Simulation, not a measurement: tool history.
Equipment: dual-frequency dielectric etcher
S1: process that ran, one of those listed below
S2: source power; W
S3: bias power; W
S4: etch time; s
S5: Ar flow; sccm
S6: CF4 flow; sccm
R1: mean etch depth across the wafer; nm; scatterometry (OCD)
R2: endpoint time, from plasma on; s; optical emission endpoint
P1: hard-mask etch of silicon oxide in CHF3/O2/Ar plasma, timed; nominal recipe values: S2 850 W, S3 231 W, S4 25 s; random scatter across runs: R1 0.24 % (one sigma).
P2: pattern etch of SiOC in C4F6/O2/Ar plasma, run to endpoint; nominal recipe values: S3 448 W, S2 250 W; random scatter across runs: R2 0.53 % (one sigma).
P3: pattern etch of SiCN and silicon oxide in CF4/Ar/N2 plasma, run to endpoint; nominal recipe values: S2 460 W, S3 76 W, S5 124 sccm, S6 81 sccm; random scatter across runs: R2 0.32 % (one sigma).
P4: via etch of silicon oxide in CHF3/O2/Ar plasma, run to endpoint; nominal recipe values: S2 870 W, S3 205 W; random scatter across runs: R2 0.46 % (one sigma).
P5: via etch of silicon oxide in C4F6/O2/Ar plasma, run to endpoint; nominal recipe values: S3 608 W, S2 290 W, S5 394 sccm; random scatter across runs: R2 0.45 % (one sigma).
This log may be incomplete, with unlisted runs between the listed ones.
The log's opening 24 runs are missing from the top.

run	hour	S1	S2	S3	S4	S5	S6	R1	R2
25	139.5	P3	460	76		124	81		9.2567
26	143.5	P5	290	608		394			29.981
27	148	P2	250	448					14.378
28	152.5	P5	290	608		312			29.054
29	156.9	P4	870	205					237.68
30	164.8	P3	460	76		124	81		9.3145
31	168.4	P1	850	231	25			60.556	
32	172.8	P1	850	231	25			60.795	
33	179.9	P1	850	231	25			60.166	
34	184.5	P1	850	231	25			60.232	

What does the tool deliver on the next run?
35	191	P1	850	231	25			?	

For run 35 the tool returned R1 60.243 nm.
